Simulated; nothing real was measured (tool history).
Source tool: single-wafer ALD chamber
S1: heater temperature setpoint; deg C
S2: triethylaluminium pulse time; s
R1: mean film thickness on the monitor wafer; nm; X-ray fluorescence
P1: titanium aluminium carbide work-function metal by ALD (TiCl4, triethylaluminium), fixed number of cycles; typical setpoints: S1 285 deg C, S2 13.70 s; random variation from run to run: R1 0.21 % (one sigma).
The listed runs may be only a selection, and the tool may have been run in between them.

{"run": 1, "hour": 6.7, "S1": 285, "S2": 13.7, "R1": 1.8768}
{"run": 2, "hour": 18.6, "S1": 267, "S2": 5.24, "R1": 1.4451}
{"run": 3, "hour": 29.7, "S1": 296, "S2": 9.27, "R1": 1.9054}
{"run": 4, "hour": 44.0, "S1": 263, "S2": 13.7, "R1": 1.6877}
{"run": 5, "hour": 53.9, "S1": 285, "S2": 13.7, "R1": 1.8838}
{"run": 6, "hour": 65.9, "S1": 285, "S2": 13.7, "R1": 1.8742}
{"run": 7, "hour": 75.3, "S1": 267, "S2": 19.06, "R1": 1.7362}
{"run": 8, "hour": 89.1, "S1": 285, "S2": 13.7, "R1": 1.8753}
{"run": 9, "hour": 97.4, "S1": 285, "S2": 13.7, "R1": 1.8771}
{"run": 10, "hour": 109.8, "S1": 285, "S2": 13.7, "R1": 1.8719}
{"run": 11, "hour": 121.6, "S1": 285, "S2": 18.81, "R1": 1.8844}
{"run": 12, "hour": 131.6, "S1": 309, "S2": 13.7, "R1": 2.0906}
{"run": 13, "hour": 140.3, "S1": 285, "S2": 13.7, "R1": 1.8749}
{"run": 14, "hour": 149.9, "S1": 285, "S2": 5.53, "R1": 1.6096}
{"run": 15, "hour": 162.0, "S1": 285, "S2": 13.7, "R1": 1.8779}

Run 16 has not been measured yet. What should we expect?
{"run": 16, "hour": 169.2, "S1": 285, "S2": 13.7, "R1": "?"}

Run 16 gave R1 1.8712 nm.
